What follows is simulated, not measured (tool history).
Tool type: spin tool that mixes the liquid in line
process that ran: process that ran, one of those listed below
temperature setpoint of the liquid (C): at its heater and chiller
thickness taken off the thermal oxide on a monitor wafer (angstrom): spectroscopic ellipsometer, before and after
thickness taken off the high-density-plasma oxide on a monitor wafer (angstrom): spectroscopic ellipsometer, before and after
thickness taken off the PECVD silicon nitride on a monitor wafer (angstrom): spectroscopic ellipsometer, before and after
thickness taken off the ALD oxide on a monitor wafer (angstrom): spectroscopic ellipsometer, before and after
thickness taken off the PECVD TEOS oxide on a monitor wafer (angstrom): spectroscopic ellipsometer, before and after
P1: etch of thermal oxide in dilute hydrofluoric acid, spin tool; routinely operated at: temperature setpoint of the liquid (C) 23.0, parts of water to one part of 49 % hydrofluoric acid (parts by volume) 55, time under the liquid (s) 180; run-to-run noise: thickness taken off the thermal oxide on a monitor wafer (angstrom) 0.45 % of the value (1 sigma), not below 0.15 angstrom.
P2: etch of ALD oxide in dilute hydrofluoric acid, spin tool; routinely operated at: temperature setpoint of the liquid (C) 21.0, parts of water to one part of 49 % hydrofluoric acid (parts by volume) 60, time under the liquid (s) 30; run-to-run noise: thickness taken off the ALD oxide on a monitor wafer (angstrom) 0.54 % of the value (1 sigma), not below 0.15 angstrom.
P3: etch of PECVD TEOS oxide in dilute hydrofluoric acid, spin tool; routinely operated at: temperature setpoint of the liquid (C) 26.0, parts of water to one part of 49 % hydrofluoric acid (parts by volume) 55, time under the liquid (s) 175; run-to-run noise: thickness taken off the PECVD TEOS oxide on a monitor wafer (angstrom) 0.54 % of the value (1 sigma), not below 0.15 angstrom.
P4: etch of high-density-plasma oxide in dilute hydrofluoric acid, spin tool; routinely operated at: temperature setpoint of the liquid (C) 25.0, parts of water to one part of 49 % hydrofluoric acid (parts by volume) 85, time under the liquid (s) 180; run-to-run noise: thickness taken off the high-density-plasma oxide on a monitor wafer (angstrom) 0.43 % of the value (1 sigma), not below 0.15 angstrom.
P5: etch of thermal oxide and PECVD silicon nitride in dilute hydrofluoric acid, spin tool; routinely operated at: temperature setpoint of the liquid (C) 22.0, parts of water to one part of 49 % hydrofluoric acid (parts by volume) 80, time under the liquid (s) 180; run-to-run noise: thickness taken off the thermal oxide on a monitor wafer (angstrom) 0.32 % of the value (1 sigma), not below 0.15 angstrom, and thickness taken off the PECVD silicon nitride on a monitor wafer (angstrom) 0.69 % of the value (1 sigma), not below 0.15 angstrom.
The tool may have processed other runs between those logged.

run,hour,process that ran,temperature setpoint of the liquid (C),parts of water to one part of 49 % hydrofluoric acid (parts by volume),time under the liquid (s),hours since the thermometer was replaced,hours since the hydrofluoric acid flow meter was replaced,thickness taken off the thermal oxide on a monitor wafer (angstrom),thickness taken off the high-density-plasma oxide on a monitor wafer (angstrom),thickness taken off the PECVD silicon nitride on a monitor wafer (angstrom),thickness taken off the ALD oxide on a monitor wafer (angstrom),thickness taken off the PECVD TEOS oxide on a monitor wafer (angstrom)
1,11.2,P1,23.0,55,180,1676.5,423.4,148.250,,,,
2,21.0,P4,25.0,85,180,1686.3,433.2,,111.640,,,
3,28.8,P5,22.0,80,65,1694.1,441.0,37.333,,14.714,,
4,36.8,P4,19.5,85,180,1702.1,449.0,,89.064,,,
5,44.6,P1,23.0,55,15,1709.9,456.8,12.403,,,,
6,57.8,P1,28.0,30,180,1723.1,470.0,345.810,,,,
7,72.2,P5,22.0,20,180,1737.5,484.4,444.130,,153.750,,
8,80.6,P2,21.0,60,30,1745.9,492.8,,,,119.250,
9,95.0,P2,21.0,60,30,1760.3,507.2,,,,117.480,
10,106.2,P4,25.0,55,180,1771.5,518.4,,180.170,,,
11,113.4,P1,23.0,105,180,1778.7,525.6,73.685,,,,
12,125.6,P4,25.0,85,180,1790.9,537.8,,112.230,,,
13,136.1,P5,22.0,80,180,1801.4,548.3,103.280,,40.010,,
14,146.8,P3,26.0,55,175,1812.1,559.0,,,,,466.15
15,154.7,P5,22.0,80,180,1820.0,566.9,103.290,,40.237,,
16,163.8,P1,30.5,55,180,1829.1,576.0,200.930,,,,
17,176.1,P3,32.0,55,175,1841.4,588.3,,,,,579.08
18,187.2,P1,23.0,55,260,1852.5,599.4,215.160,,,,
19,200.4,P2,26.0,60,30,1865.7,612.6,,,,145.700,
20,212.0,P1,23.0,80,35,1877.3,624.2,19.566,,,,
21,218.1,P1,27.5,55,320,1883.4,630.3,316.970,,,,
22,227.6,P1,23.0,20,180,1892.9,639.8,430.160,,,,
23,241.1,P2,21.0,20,30,1906.4,653.3,,,,371.080,
24,248.6,P5,17.0,80,180,1913.9,660.8,83.743,,28.860,,
25,259.3,P1,23.0,55,180,1924.6,671.5,149.060,,,,
26,265.7,P3,26.0,20,175,1931.0,677.9,,,,,1339.70
27,274.4,P3,26.0,55,70,1939.7,686.6,,,,,186.06
28,285.3,P1,23.0,55,180,1950.6,697.5,148.800,,,,
29,297.6,P1,23.0,55,180,1962.9,709.8,148.020,,,,
30,311.3,P2,21.0,60,15,1976.6,723.5,,,,59.293,
31,317.7,P1,23.0,55,180,1983.0,729.9,148.480,,,,
32,328.0,P1,17.5,55,180,1993.3,740.2,118.690,,,,
33,340.6,P4,25.0,85,100,2005.9,752.8,,62.728,,,

Predict the results of run 34:
34,352.8,P1,23.0,55,180,2018.1,765.0,?,,,,

thickness taken off the thermal oxide on a monitor wafer (angstrom): 149.260
